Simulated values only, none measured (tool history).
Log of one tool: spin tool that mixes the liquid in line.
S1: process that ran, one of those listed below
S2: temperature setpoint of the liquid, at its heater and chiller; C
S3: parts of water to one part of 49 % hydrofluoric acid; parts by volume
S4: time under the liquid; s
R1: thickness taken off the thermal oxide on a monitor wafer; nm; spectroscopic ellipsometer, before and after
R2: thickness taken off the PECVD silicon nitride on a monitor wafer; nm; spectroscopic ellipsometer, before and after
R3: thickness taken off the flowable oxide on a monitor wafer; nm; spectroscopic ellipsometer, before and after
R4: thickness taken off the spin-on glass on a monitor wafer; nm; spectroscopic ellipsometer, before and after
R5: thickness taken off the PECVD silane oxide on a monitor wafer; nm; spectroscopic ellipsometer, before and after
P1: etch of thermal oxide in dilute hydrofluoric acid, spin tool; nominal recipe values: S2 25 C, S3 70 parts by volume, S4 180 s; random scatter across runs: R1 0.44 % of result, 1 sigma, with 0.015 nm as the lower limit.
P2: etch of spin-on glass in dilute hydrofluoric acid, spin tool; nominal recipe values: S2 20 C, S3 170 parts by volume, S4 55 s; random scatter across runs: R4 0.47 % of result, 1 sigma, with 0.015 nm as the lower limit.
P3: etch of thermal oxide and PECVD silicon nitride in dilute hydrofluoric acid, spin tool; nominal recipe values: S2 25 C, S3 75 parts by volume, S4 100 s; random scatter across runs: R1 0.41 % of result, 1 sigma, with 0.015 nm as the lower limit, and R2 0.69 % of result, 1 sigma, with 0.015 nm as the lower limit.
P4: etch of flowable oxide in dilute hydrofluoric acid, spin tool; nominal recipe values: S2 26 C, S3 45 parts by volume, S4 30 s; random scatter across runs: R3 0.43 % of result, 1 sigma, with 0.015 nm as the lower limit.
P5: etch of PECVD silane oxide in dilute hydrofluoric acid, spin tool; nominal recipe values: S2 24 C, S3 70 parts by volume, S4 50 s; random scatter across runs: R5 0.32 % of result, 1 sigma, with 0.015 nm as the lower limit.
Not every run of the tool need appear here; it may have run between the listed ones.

run 1 hour=6.1 | S1=P1 S2=25 S3=70 S4=180 | R1=13.566
run 2 hour=13.4 | S1=P3 S2=25 S3=75 S4=100 | R1=6.642 R2=4.078
run 3 hour=20 | S1=P3 S2=25 S3=75 S4=100 | R1=6.7044 R2=4.0566
run 4 hour=29.1 | S1=P3 S2=25 S3=75 S4=165 | R1=11.071 R2=6.7703
run 5 hour=37 | S1=P4 S2=26 S3=45 S4=45 | R3=62.771
run 6 hour=42.9 | S1=P1 S2=25 S3=105 S4=255 | R1=12.36
run 7 hour=53.1 | S1=P1 S2=17 S3=70 S4=180 | R1=9.8194
run 8 hour=58.6 | S1=P1 S2=25 S3=70 S4=350 | R1=26.382
run 9 hour=66.2 | S1=P4 S2=26 S3=30 S4=30 | R3=65.037
run 10 hour=76.8 | S1=P1 S2=25 S3=70 S4=15 | R1=1.1355
run 11 hour=83.1 | S1=P4 S2=26 S3=45 S4=30 | R3=41.868
run 12 hour=88.6 | S1=P1 S2=32 S3=70 S4=180 | R1=17.859
run 13 hour=95.2 | S1=P2 S2=20 S3=45 S4=55 | R4=42.581
run 14 hour=105.7 | S1=P1 S2=25 S3=70 S4=180 | R1=13.582
run 15 hour=111.2 | S1=P5 S2=24 S3=70 S4=50 | R5=25.806
run 16 hour=118.2 | S1=P5 S2=17 S3=70 S4=50 | R5=19.322
run 17 hour=124.9 | S1=P1 S2=25 S3=70 S4=180 | R1=13.625
run 18 hour=130 | S1=P4 S2=21.5 S3=45 S4=30 | R3=34.882
run 19 hour=140.3 | S1=P5 S2=24 S3=95 S4=50 | R5=18.411
run 20 hour=148.7 | S1=P5 S2=24 S3=70 S4=50 | R5=25.823
run 21 hour=157.2 | S1=P1 S2=25 S3=70 S4=180 | R1=13.463
run 22 hour=163.8 | S1=P2 S2=20 S3=170 S4=55 | R4=9.8947
run 23 hour=171.9 | S1=P1 S2=25 S3=35 S4=180 | R1=28.66
run 24 hour=180.4 | S1=P1 S2=20.5 S3=70 S4=50 | R1=3.1735
run 25 hour=186.6 | S1=P3 S2=17.5 S3=75 S4=100 | R1=4.9715 R2=2.4714
run 26 hour=194.7 | S1=P2 S2=20 S3=170 S4=15 | R4=2.6834
run 27 hour=205 | S1=P2 S2=24.5 S3=170 S4=55 | R4=11.711
run 28 hour=212.2 | S1=P3 S2=25 S3=35 S4=100 | R1=15.072 R2=8.6357
run 29 hour=221.8 | S1=P2 S2=20 S3=170 S4=55 | R4=9.8881
run 30 hour=227.9 | S1=P5 S2=24 S3=70 S4=20 | R5=10.288
run 31 hour=238 | S1=P1 S2=25 S3=115 S4=180 | R1=7.8117
run 32 hour=243.6 | S1=P1 S2=25 S3=70 S4=180 | R1=13.648

What will run 33 give?
run 33 hour=251.7 | S1=P1 S2=25 S3=70 S4=180 | R1=?

Run 33 gave R1 13.069 nm.
